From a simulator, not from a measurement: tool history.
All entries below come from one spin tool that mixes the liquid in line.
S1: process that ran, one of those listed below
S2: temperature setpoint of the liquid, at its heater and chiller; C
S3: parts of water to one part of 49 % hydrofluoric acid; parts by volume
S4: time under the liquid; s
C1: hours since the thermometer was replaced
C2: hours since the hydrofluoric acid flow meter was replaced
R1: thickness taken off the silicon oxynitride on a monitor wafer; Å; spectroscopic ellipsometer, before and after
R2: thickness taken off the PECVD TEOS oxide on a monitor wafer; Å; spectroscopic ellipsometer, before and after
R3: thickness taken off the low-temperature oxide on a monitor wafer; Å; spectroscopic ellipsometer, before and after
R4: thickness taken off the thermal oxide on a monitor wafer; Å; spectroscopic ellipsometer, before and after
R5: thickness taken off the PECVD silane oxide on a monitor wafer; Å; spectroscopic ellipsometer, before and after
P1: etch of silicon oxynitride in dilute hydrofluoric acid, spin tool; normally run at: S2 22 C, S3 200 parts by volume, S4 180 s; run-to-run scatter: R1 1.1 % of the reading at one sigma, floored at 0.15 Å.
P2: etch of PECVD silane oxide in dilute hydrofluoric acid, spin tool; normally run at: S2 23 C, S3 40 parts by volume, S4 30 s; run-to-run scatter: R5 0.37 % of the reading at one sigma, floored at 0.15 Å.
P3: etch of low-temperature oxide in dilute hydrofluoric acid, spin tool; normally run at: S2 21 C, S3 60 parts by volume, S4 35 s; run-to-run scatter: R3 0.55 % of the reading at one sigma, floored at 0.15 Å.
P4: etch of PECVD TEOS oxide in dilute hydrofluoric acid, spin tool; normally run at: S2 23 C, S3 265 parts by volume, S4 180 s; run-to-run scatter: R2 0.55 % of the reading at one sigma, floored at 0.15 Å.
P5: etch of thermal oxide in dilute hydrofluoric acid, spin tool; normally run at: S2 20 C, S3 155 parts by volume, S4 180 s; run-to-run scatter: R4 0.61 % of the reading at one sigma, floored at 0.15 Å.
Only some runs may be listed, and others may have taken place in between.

run	hour	S1	S2	S3	S4	C1	C2	R1	R2	R3	R4	R5
1	12	P1	22	200	180	317.5	892.4	24.421				
2	25.1	P4	23	265	90	330.6	905.5		77.298			
3	38.3	P1	22	200	180	343.8	918.7	23.826				
4	54.2	P3	21	60	35	359.7	934.6			151.16		
5	69.7	P1	22	300	180	375.2	950.1	14.998				
6	82.3	P3	21	60	15	387.8	962.7			63.913		
7	94.3	P5	20	245	180	399.8	974.7				26.053	
8	102.2	P2	23	40	30	407.7	982.6					194.88
9	114.2	P1	22	55	180	419.7	994.6	98.891				
10	129.4	P2	31	40	30	434.9	1009.8					271.53
11	144.1	P4	23	470	180	449.6	1024.5		73.281			
12	157.3	P1	17	200	180	462.8	1037.7	19.01				
13	165.7	P1	22	200	180	471.2	1046.1	24.66				
14	176.5	P1	22	200	355	482	1056.9	48.453				
15	190.1	P3	27.5	60	35	495.6	1070.5			194.69		
16	199	P5	20	155	180	504.5	1079.4				45.376	
17	208.5	P1	22	200	20	514	1088.9	2.7915				
18	220.5	P1	28	200	180	526	1100.9	32.701				
19	232.6	P5	17	155	180	538.1	1113				40.012	
20	242.7	P1	22	200	180	548.2	1123.1	24.729				
21	253.6	P4	23	265	180	559.1	1134		156.91			
22	266.5	P2	23	40	30	572	1146.9					196.03
23	280.9	P5	20	155	180	586.4	1161.3				44.865	
24	295.1	P2	23	40	55	600.6	1175.5					357.62
25	310.1	P1	17	200	310	615.6	1190.5	33.464				
26	325.6	P3	21	60	35	631.1	1206			150.22		
27	341.4	P3	21	20	35	646.9	1221.8			472.19		
28	355.8	P2	23	25	30	661.3	1236.2					321.82
29	363.9	P4	28	265	180	669.4	1244.3		185.12			
30	379.4	P5	20	155	40	684.9	1259.8				9.9298	
31	394	P1	22	200	180	699.5	1274.4	23.933				
32	410.2	P1	22	200	180	715.7	1290.6	23.41				
33	419.5	P1	22	200	180	725	1299.9	22.759				
34	429.4	P1	22	200	180	734.9	1309.8	22.453				
35	438.7	P1	22	200	180	744.2	1319.1	22.892				
36	449.5	P1	22	200	180	755	1329.9	22.531				
37	458.5	P1	22	200	180	764	1338.9	23.311				

P1 has crept away from where it was. The log is fitted equally well by each of these 2 causes, at the sizes shown:
A: liquid colder than its thermometer reads (K) = 1.51
B: hydrofluoric acid flow below the setpoint (%) = 5.88
The gradual shift began around hour 394.

Below are 4 check runs, each averaged over 2 wafers, with their results shown as question marks. Which of them would give clearly different results depending on which cause is behind the drift?
check 1	467.5	P3	21	20	35					?		
check 2	467.5	P2	30.5	40	55							?
check 3	467.5	P5	17	155	60						?	
check 4	467.5	P4	23	440	180				?			

Predicted outcomes, by check and by cause:
check	result	if A	if B
check 1	R3	442.59	444.06
check 2	R5	459.5	457.38
check 3	R4	12.38	12.285
check 4	R2	76.038	73.496
Separation of the two closest causes in each check, using whichever result separates them best: check 1 0.33 %; check 2 0.46 %; check 3 0.77 %; check 4 3.4 %
Only check 4 tells the causes apart: in the others they would give nearly the same result.

Here is what check 4 returned: R2 73.164 Å. Which cause is it?

It is B: hydrofluoric acid flow below the setpoint (%).
